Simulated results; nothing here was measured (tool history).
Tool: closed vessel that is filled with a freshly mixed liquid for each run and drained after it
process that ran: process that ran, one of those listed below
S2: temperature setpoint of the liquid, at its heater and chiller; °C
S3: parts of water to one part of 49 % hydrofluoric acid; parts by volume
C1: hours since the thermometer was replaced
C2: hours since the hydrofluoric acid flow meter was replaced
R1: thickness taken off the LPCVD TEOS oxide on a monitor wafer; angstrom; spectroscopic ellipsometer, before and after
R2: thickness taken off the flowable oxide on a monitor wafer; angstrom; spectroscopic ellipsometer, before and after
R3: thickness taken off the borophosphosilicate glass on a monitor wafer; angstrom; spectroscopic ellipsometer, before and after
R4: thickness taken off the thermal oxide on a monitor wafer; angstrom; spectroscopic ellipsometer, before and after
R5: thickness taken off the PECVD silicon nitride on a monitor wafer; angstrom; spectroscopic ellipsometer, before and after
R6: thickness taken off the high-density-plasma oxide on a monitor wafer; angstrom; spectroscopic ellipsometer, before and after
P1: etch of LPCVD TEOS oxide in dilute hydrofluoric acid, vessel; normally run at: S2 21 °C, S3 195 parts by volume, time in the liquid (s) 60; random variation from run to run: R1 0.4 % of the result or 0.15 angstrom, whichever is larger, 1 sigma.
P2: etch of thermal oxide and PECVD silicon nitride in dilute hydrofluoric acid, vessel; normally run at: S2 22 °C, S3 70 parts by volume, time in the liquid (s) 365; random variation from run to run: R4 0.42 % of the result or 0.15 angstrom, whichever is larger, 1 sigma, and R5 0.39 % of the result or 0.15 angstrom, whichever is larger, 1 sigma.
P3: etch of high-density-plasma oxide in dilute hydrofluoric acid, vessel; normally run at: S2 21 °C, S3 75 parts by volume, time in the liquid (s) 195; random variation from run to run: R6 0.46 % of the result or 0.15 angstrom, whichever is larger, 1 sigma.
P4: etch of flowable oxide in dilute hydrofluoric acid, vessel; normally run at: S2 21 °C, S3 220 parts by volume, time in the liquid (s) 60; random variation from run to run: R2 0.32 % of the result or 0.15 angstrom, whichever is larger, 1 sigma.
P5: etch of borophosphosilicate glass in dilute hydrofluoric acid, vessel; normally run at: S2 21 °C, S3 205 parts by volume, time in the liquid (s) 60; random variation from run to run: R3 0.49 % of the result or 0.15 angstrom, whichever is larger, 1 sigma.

Run 1, hour 6.2: process that ran P1, S2 21 °C, S3 195 parts by volume, time in the liquid (s) 60; C1 986.2; C2 267.6. Result: R1 92.331 angstrom.
Run 2, hour 11.2: process that ran P4, S2 21 °C, S3 220 parts by volume, time in the liquid (s) 110; C1 991.2; C2 272.6. Result: R2 196.08 angstrom.
Run 3, hour 20.7: process that ran P5, S2 21 °C, S3 205 parts by volume, time in the liquid (s) 120; C1 1000.7; C2 282.1. Result: R3 174.53 angstrom.
Run 4, hour 26.9: process that ran P2, S2 29.5 °C, S3 70 parts by volume, time in the liquid (s) 365; C1 1006.9; C2 288.3. Result: R4 320.99 angstrom, R5 242.69 angstrom.
Run 5, hour 31.7: process that ran P3, S2 21 °C, S3 75 parts by volume, time in the liquid (s) 195; C1 1011.7; C2 293.1. Result: R6 159.06 angstrom.
Run 6, hour 38: process that ran P3, S2 21 °C, S3 75 parts by volume, time in the liquid (s) 195; C1 1018; C2 299.4. Result: R6 161.35 angstrom.
Run 7, hour 48.2: process that ran P4, S2 21 °C, S3 100 parts by volume, time in the liquid (s) 60; C1 1028.2; C2 309.6. Result: R2 266.55 angstrom.
Run 8, hour 57.2: process that ran P2, S2 22 °C, S3 70 parts by volume, time in the liquid (s) 365; C1 1037.2; C2 318.6. Result: R4 237.64 angstrom, R5 149.09 angstrom.
Run 9, hour 67: process that ran P1, S2 21 °C, S3 195 parts by volume, time in the liquid (s) 30; C1 1047; C2 328.4. Result: R1 46.318 angstrom.
Run 10, hour 73.1: process that ran P1, S2 21 °C, S3 195 parts by volume, time in the liquid (s) 60; C1 1053.1; C2 334.5. Result: R1 92.866 angstrom.
Run 11, hour 78: process that ran P1, S2 25 °C, S3 195 parts by volume, time in the liquid (s) 60; C1 1058; C2 339.4. Result: R1 108.42 angstrom.
Run 12, hour 82.5: process that ran P2, S2 22 °C, S3 70 parts by volume, time in the liquid (s) 700; C1 1062.5; C2 343.9. Result: R4 456.89 angstrom, R5 285.35 angstrom.
Run 13, hour 87.3: process that ran P5, S2 21 °C, S3 205 parts by volume, time in the liquid (s) 60; C1 1067.3; C2 348.7. Result: R3 87.383 angstrom.
Run 14, hour 91.9: process that ran P1, S2 21 °C, S3 195 parts by volume, time in the liquid (s) 60; C1 1071.9; C2 353.3. Result: R1 92.565 angstrom.
Run 15, hour 101: process that ran P3, S2 29.5 °C, S3 75 parts by volume, time in the liquid (s) 195; C1 1081; C2 362.4. Result: R6 221.85 angstrom.
Run 16, hour 108.9: process that ran P2, S2 22 °C, S3 25 parts by volume, time in the liquid (s) 365; C1 1088.9; C2 370.3. Result: R4 711.52 angstrom, R5 405.52 angstrom.
Run 17, hour 117.5: process that ran P1, S2 21 °C, S3 345 parts by volume, time in the liquid (s) 60; C1 1097.5; C2 378.9. Result: R1 45.607 angstrom.
Run 18, hour 126.5: process that ran P4, S2 21 °C, S3 220 parts by volume, time in the liquid (s) 60; C1 1106.5; C2 387.9. Result: R2 106.74 angstrom.
Run 19, hour 131.5: process that ran P5, S2 21 °C, S3 370 parts by volume, time in the liquid (s) 60; C1 1111.5; C2 392.9. Result: R3 41.173 angstrom.
Run 20, hour 136.8: process that ran P2, S2 22 °C, S3 70 parts by volume, time in the liquid (s) 365; C1 1116.8; C2 398.2. Result: R4 236.96 angstrom, R5 149.83 angstrom.
Run 21, hour 142.1: process that ran P1, S2 21 °C, S3 195 parts by volume, time in the liquid (s) 60; C1 1122.1; C2 403.5. Result: R1 93.018 angstrom.
Run 22, hour 147.4: process that ran P4, S2 21 °C, S3 220 parts by volume, time in the liquid (s) 60; C1 1127.4; C2 408.8. Result: R2 106.09 angstrom.
Run 23, hour 153.1: process that ran P1, S2 21 °C, S3 195 parts by volume, time in the liquid (s) 95; C1 1133.1; C2 414.5. Result: R1 147.57 angstrom.
Run 24, hour 158.3: process that ran P1, S2 21 °C, S3 195 parts by volume, time in the liquid (s) 60; C1 1138.3; C2 419.7. Result: R1 93.782 angstrom.
Run 25, hour 167.5: process that ran P1, S2 17 °C, S3 195 parts by volume, time in the liquid (s) 60; C1 1147.5; C2 428.9. Result: R1 79.377 angstrom.
Run 26, hour 174: process that ran P1, S2 21 °C, S3 75 parts by volume, time in the liquid (s) 95; C1 1154; C2 435.4. Result: R1 434.77 angstrom.
Run 27, hour 183.5: process that ran P1, S2 21 °C, S3 95 parts by volume, time in the liquid (s) 60; C1 1163.5; C2 444.9. Result: R1 211.84 angstrom.
At hour 191.5: hydrofluoric acid flow meter replaced.
Run 28, hour 193: process that ran P4, S2 29 °C, S3 220 parts by volume, time in the liquid (s) 60; C1 1173; C2 1.5. Result: R2 142.77 angstrom.
Run 29, hour 197.6: process that ran P1, S2 21 °C, S3 195 parts by volume, time in the liquid (s) 60; C1 1177.6; C2 6.1. Result: R1 92.69 angstrom.
Run 30, hour 206.5: process that ran P3, S2 21 °C, S3 35 parts by volume, time in the liquid (s) 195; C1 1186.5; C2 15. Result: R6 357.06 angstrom.
Run 31, hour 213.8: process that ran P3, S2 21 °C, S3 75 parts by volume, time in the liquid (s) 375; C1 1193.8; C2 22.3. Result: R6 307.72 angstrom.
Run 32, hour 219.4: process that ran P5, S2 17 °C, S3 205 parts by volume, time in the liquid (s) 60; C1 1199.4; C2 27.9. Result: R3 75.156 angstrom.
Run 33, hour 226.8: process that ran P1, S2 21 °C, S3 195 parts by volume, time in the liquid (s) 60; C1 1206.8; C2 35.3. Result: R1 92.896 angstrom.
Run 34, hour 232.6: process that ran P1, S2 21 °C, S3 195 parts by volume, time in the liquid (s) 60; C1 1212.6; C2 41.1. Result: R1 94.483 angstrom.
Run 35, hour 239.7: process that ran P1, S2 21 °C, S3 195 parts by volume, time in the liquid (s) 60; C1 1219.7; C2 48.2. Result: R1 95.912 angstrom.
Run 36, hour 245.7: process that ran P1, S2 21 °C, S3 195 parts by volume, time in the liquid (s) 60; C1 1225.7; C2 54.2. Result: R1 96.869 angstrom.
Run 37, hour 253.4: process that ran P1, S2 21 °C, S3 195 parts by volume, time in the liquid (s) 60; C1 1233.4; C2 61.9. Result: R1 97.283 angstrom.
Run 38, hour 258.5: process that ran P1, S2 21 °C, S3 195 parts by volume, time in the liquid (s) 60; C1 1238.5; C2 67. Result: R1 97.862 angstrom.
Run 39, hour 267.7: process that ran P1, S2 21 °C, S3 195 parts by volume, time in the liquid (s) 60; C1 1247.7; C2 76.2. Result: R1 98.829 angstrom.
Run 40, hour 277: process that ran P1, S2 21 °C, S3 195 parts by volume, time in the liquid (s) 60; C1 1257; C2 85.5. Result: R1 98.769 angstrom.
Run 41, hour 281.8: process that ran P1, S2 21 °C, S3 195 parts by volume, time in the liquid (s) 60; C1 1261.8; C2 90.3. Result: R1 98.308 angstrom.

What P1 gives has crept away from where it was. These 2 causes fit the log equally well, each at the size given:
A: hydrofluoric acid flow above the setpoint (%) = 5.18
B: liquid hotter than its thermometer reads (K) = 1.59
The creep began at about hour 226.8.

4 check runs are offered, one wafer each, their results left as question marks. Which one tells the causes apart?
Run check 1, hour 286.6: process that ran P5, S2 21 °C, S3 205 parts by volume, time in the liquid (s) 60. Result: R3 ?.
Run check 2, hour 286.6: process that ran P4, S2 21 °C, S3 220 parts by volume, time in the liquid (s) 60. Result: R2 ?.
Run check 3, hour 286.6: process that ran P3, S2 21 °C, S3 75 parts by volume, time in the liquid (s) 195. Result: R6 ?.
Run check 4, hour 286.6: process that ran P2, S2 22 °C, S3 70 parts by volume, time in the liquid (s) 365. Result: R4 ?, R5 ?.

What each check would give under each cause:
  check  result    if A    if B
check 1      R3  92.566  92.507
check 2      R2  113.41  113.22
check 3      R6  168.78  170.57
check 4      R4  251.51  254.11
check 4      R5  156.44  165.74
How far apart the two closest causes lie, in the result that separates them most: check 1 0.06 %; check 2 0.17 %; check 3 1.05 %; check 4 5.77 %
Only check 4 tells the causes apart: in the others they would give nearly the same result.

Check 4 was then run and gave: R4 251.26 angstrom; R5 156.17 angstrom. Which cause is it?

It is A: hydrofluoric acid flow above the setpoint (%).

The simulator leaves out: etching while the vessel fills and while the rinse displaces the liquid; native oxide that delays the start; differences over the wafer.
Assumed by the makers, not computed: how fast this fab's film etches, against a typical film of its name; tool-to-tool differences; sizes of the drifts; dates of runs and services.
